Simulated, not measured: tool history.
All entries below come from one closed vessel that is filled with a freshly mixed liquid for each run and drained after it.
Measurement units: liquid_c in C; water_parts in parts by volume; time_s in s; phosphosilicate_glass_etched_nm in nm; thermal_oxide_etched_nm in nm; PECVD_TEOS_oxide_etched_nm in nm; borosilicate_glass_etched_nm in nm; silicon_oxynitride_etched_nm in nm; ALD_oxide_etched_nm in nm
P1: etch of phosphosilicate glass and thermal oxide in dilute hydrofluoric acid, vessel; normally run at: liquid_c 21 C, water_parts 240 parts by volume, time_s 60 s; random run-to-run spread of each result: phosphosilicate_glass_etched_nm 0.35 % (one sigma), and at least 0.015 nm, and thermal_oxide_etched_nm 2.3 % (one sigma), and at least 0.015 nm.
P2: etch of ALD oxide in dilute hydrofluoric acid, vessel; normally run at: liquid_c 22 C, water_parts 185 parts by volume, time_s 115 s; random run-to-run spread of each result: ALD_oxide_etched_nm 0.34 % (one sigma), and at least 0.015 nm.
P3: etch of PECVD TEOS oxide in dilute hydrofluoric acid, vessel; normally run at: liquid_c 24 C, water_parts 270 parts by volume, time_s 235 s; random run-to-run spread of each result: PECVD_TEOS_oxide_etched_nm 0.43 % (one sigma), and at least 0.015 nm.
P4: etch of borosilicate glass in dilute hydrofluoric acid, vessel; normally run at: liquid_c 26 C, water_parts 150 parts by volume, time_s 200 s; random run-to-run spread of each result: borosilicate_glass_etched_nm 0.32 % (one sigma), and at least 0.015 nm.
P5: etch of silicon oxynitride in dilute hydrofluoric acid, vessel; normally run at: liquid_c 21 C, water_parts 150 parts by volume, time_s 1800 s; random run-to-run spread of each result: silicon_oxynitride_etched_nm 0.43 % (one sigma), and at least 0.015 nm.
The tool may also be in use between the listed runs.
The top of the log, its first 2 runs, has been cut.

run	hour	process	liquid_c	water_parts	time_s	hours since the thermometer was replaced	hours since the hydrofluoric acid flow meter was replaced	phosphosilicate_glass_etched_nm	thermal_oxide_etched_nm	PECVD_TEOS_oxide_etched_nm	borosilicate_glass_etched_nm	silicon_oxynitride_etched_nm	ALD_oxide_etched_nm
3	9.1	P1	21	400	60	567.2	1429.3	11.44	0.52125				
4	13.4	P1	26.5	240	60	571.5	1433.6	26.61	1.1605				
5	16	P4	26	210	200	574.1	1436.2				33.158		
6	20	P1	21	240	60	578.1	1440.2	22.016	0.96318				
7	23.5	P1	21	240	60	581.6	1443.7	22.023	0.97116				
8	26.2	P1	24.5	395	60	584.3	1446.4	12.904	0.56222				
9	29.9	P1	21	240	60	588	1450.1	21.875	0.8915				
10	34.1	P1	21	240	30	592.2	1454.3	10.986	0.44823				
11	37.5	P1	21	240	95	595.6	1457.7	34.795	1.453				
12	40.2	P1	21	240	60	598.3	1460.4	21.835	0.93322				
13	43.7	P5	21	150	2640	601.8	1463.9					36.871	
14	46.8	P2	26.5	185	115	604.9	1467						17.246
15	48.8	P2	22	185	115	606.9	1469						14.48
16	53	P3	24	150	235	611.1	1473.2			12.644			
17	55.6	P1	21	70	60	613.7	1475.8	89.394	3.8543				
18	58	P2	22	185	185	616.1	1478.2						23.436
19	60.9	P1	17	240	60	619	1481.1	18.867	0.85025				
20	63.7	P1	21	240	60	621.8	1483.9	21.911	0.94584				
21	65.9	P4	34	150	200	624	1486.1				66.853		
22	69.8	P4	26	150	200	627.9	1490				50.137		
23	73.6	P5	21	150	1800	631.7	1493.8					25.009	
24	77.4	P4	26	150	30	635.5	1497.6				7.4226		
25	80.2	P2	22	185	115	638.3	1500.4						14.504
26	83	P4	26	150	200	641.1	1503.2				49.798		
27	86.8	P1	21	415	90	644.9	1507	16.316	0.68144				

Run 28 comes next. What will it give?
28	91	P2	22	325	115	649.1	1511.2						?

{"run 28": {"ALD_oxide_etched_nm": 7.2442}}

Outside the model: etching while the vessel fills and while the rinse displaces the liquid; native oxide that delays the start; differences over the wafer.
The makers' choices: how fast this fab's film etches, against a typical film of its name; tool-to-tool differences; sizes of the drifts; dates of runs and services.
